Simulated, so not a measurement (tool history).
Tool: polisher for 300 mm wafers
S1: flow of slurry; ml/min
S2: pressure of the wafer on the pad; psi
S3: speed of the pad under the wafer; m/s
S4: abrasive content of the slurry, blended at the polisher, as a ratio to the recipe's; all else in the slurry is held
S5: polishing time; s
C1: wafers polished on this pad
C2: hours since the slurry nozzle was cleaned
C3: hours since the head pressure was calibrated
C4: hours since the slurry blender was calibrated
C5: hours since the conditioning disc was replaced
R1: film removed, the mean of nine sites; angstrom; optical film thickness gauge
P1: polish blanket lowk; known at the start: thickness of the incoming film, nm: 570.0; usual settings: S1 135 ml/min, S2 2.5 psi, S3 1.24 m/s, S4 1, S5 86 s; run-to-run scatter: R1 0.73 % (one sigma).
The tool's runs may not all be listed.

run    day   S1   S2    S3   S4   S5    C1     C2     C3     C4    C5      R1
  1  0.146  135  2.5  1.24    1   86   160  195.7  223.7    110    32   479.7
  2  0.271  135  2.5   0.7    1   86   202  198.7  226.7    113    35  305.49
  3  0.462  135  2.5  1.24    1  108   265  203.3  231.3  117.6  39.6  606.19
  4  0.671  190  1.4  1.24    1   86   334  208.3  236.3  122.6  44.6  284.41
  5  0.833  195  2.5  1.24    1   86   388  212.2  240.2  126.5  48.5  504.39
  6      1  135  2.5  1.24  0.5   86   443  216.2  244.2  130.5  52.5  324.07
  7  1.229  135  2.5  1.24    1   86   518  221.7  249.7    136    58  482.48
  8  1.379   80  2.5  1.24    1   86   568  225.3  253.3  139.6  61.6   422.3
  9  1.571  135  3.3  1.24    1   86   631  229.9  257.9  144.2  66.2  636.62
 10  1.738  135  1.1  1.24    1   86   686  233.9  261.9  148.2  70.2  210.66
 11  1.854  135  2.5  1.24    1   86   725  236.7  264.7    151    73  479.68
      2.05  -- conditioning disc replaced and pad reconditioned
 12  2.062  135  2.5  1.24    1   42   794  241.7  269.7    156   0.3  235.73
 13  2.221  135  2.5  1.66    1   86   846  245.5  273.5  159.8   4.1  608.18
 14  2.329  135  2.5  1.24    1   86   882  248.1  276.1  162.4   6.7  476.96
 15  2.558  135  2.5  1.24  1.5   86   958  253.6  281.6  167.9  12.2     564
 16  2.746  135  2.5  1.24    1   86  1020  258.1  286.1  172.4  16.7   477.1
 17  2.912  135  2.5  1.24    1   86  1075  262.1  290.1  176.4  20.7  481.39
 18    3.1  135  2.5  1.24    1   86  1137  266.6  294.6  180.9  25.2  473.57
 19  3.329  135  2.5  1.24    1   86  1212  272.1  300.1  186.4  30.7  460.99
 20  3.438  135  2.5  1.24    1   86  1248  274.7  302.7    189  33.3  451.29
 21  3.608  135  2.5  1.24    1   86  1305  278.8  306.8  193.1  37.4  442.68
 22  3.758  135  2.5  1.24    1   86  1354  282.4  310.4  196.7    41   442.8
     3.804  -- slurry nozzle cleaned
     3.812  -- conditioning disc replaced and pad reconditioned
 23   3.95  135  2.5  1.24    1   86  1418    3.6    315  201.3   3.4  442.34
 24  4.083  135  2.5  1.24    1   86  1462    6.8  318.2  204.5   6.6  439.78
 25    4.2  135  2.5  1.24    1   86  1500    9.6    321  207.3   9.4  435.98
     4.225  -- head pressure recalibrated
 26  4.379  135  2.5  1.24    1   86  1559   13.9    3.7  211.6  13.7  440.16

Forecast run 27:
 27  4.488  135  2.5  1.24   1  86  1595  16.5  6.3  214.2  16.3   ?

Run 27 gave R1 435.33 angstrom.

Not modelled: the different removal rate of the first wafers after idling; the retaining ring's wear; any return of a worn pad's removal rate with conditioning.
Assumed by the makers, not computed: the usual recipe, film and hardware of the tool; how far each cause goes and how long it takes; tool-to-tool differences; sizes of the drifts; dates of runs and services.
